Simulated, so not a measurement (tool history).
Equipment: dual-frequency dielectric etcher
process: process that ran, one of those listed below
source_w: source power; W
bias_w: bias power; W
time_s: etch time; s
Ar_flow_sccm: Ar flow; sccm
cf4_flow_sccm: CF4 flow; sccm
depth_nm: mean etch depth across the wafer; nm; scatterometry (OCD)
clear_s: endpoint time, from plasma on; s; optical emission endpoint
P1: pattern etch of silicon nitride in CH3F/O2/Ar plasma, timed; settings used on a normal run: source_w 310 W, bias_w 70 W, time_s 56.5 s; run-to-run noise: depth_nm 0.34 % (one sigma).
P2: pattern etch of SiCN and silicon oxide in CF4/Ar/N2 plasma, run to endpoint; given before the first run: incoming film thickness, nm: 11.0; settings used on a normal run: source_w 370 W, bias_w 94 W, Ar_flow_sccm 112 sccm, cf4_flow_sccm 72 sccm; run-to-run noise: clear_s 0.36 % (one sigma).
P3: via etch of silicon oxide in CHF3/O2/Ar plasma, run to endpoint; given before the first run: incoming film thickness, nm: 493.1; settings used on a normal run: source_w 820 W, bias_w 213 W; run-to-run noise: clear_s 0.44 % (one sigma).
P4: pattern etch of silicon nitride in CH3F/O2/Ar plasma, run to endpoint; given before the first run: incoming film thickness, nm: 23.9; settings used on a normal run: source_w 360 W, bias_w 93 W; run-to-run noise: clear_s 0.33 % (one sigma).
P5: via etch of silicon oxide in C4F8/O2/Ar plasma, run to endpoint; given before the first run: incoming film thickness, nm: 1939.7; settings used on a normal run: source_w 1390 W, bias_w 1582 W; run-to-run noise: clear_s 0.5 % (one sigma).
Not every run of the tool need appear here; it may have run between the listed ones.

run	hour	process	source_w	bias_w	time_s	Ar_flow_sccm	cf4_flow_sccm	hours since the last wet clean	hours since the last source power generator calibration	hours since the last bias power generator calibration	depth_nm	clear_s
1	4.1	P1	310	70	56.5			252.3	2650.8	925.8	36.287	
2	7.0	P3	820	213				255.2	2653.7	928.7		219.620
3	9.4	P4	460	93				257.6	2656.1	931.1		30.199
4	13.0	P5	1390	1582				261.2	2659.7	934.7		468.460
5	15.6	P1	310	70	56.5			263.8	2662.3	937.3	36.323	
6	17.8	P1	310	70	56.5			266.0	2664.5	939.5	36.018	
7	19.8	P4	360	93				268.0	2666.5	941.5		33.303
8	23.7	P4	360	93				271.9	2670.4	945.4		33.256
9	27.5	P1	310	92	56.5			275.7	2674.2	949.2	39.826	
10	29.8	P2	230	94		112	72	278.0	2676.5	951.5		21.040
11	33.6	P2	370	128		112	72	281.8	2680.3	955.3		12.307
12	36.4	P1	310	70	56.5			284.6	2683.1	958.1	36.223	
13	40.5	P1	310	70	71.5			288.7	2687.2	962.2	45.467	
14	42.6	P2	370	94		78	72	290.8	2689.3	964.3		13.253
15	45.0	P2	370	94		112	91	293.2	2691.7	966.7		13.487
16	49.4	P3	820	273				297.6	2696.1	971.1		199.390
17	51.4	P5	930	1582				299.6	2698.1	973.1		550.130
18	54.9	P1	310	70	56.5			303.1	2701.6	976.6	36.154	
19	59.2	P5	1390	2162				307.4	2705.9	980.9		425.630
20	63.2	P1	400	70	56.5			311.4	2709.9	984.9	39.651	
21	67.2	P1	310	46	56.5			315.4	2713.9	988.9	31.448	
22	69.3	P1	310	70	40.0			317.5	2716.0	991.0	25.536	
23	72.8	P1	250	70	56.5			321.0	2719.5	994.5	33.402	
24	75.0	P3	560	213				323.2	2721.7	996.7		252.100
25	78.7	P2	370	94		112	72	326.9	2725.4	1000.4		13.788
26	80.7	P1	230	88	56.5			328.9	2727.4	1002.4	34.897	
27	83.0	P5	1390	1582				331.2	2729.7	1004.7		469.720
28	87.2	P4	360	118				335.4	2733.9	1008.9		30.384
29	90.0	P1	310	48	39.5			338.2	2736.7	1011.7	22.255	
30	93.8	P1	310	70	56.5			342.0	2740.5	1015.5	36.033	
31	96.3	P1	310	70	56.5			344.5	2743.0	1018.0	36.344	
32	100.0	P1	310	70	56.5			348.2	2746.7	1021.7	36.441	
33	102.3	P1	310	70	56.5			350.5	2749.0	1024.0	36.412	
34	106.5	P1	310	70	56.5			354.7	2753.2	1028.2	36.604	
35	110.0	P1	310	70	56.5			358.2	2756.7	1031.7	36.738	
36	112.1	P1	310	70	56.5			360.3	2758.8	1033.8	36.804	
# hour 113.8: wet clean of the chamber
37	115.8	P1	310	70	56.5			2.0	2762.5	1037.5	36.655	
38	119.9	P1	310	70	56.5			6.1	2766.6	1041.6	36.562	
39	122.9	P1	310	70	56.5			9.1	2769.6	1044.6	36.428	
40	126.3	P1	310	70	56.5			12.5	2773.0	1048.0	36.769	
41	130.7	P1	310	70	56.5			16.9	2777.4	1052.4	36.711	

Compared with where it was, what P1 gives has crept away. Each cause listed below fits the log as well as the rest, at the size given for it:
A: bias power that arrives over what is set, % = 4.95
B: source power that arrives over what is set, % = 4.56
The creep began at about hour 93.8.
Why every other cause is out:
chamber walls in a state that raises the etch rate, %: serviced at hour 113.8, after the change had begun; the process did not return to its earlier output

Each of the check runs listed below is run on 2 wafers and reports their average, with the results left as question marks. Pick the one under which the possible causes would lead to clearly different results.
check 1	135.1	P4	360	93								?
check 2	135.1	P3	820	213								?
check 3	135.1	P5	1390	1582								?
check 4	135.1	P2	370	94		112	72					?

Predicted outcomes, by check and by cause:
check	result	if A	if B
check 1	clear_s	32.698	32.733
check 2	clear_s	214.960	214.860
check 3	clear_s	462.250	460.230
check 4	clear_s	13.612	13.325
Per-check spread between the two closest causes, in the result where they differ most: check 1 0.1 %; check 2 0.05 %; check 3 0.44 %; check 4 2.13 %
Of the check runs offered, only check 4 discriminates between the causes; the rest would read about the same regardless of which cause applies.

Running check 4 produced the following: clear_s 13.638 s. Which one of the listed causes fits?

Of the candidate causes, it is A: bias power that arrives over what is set, %.
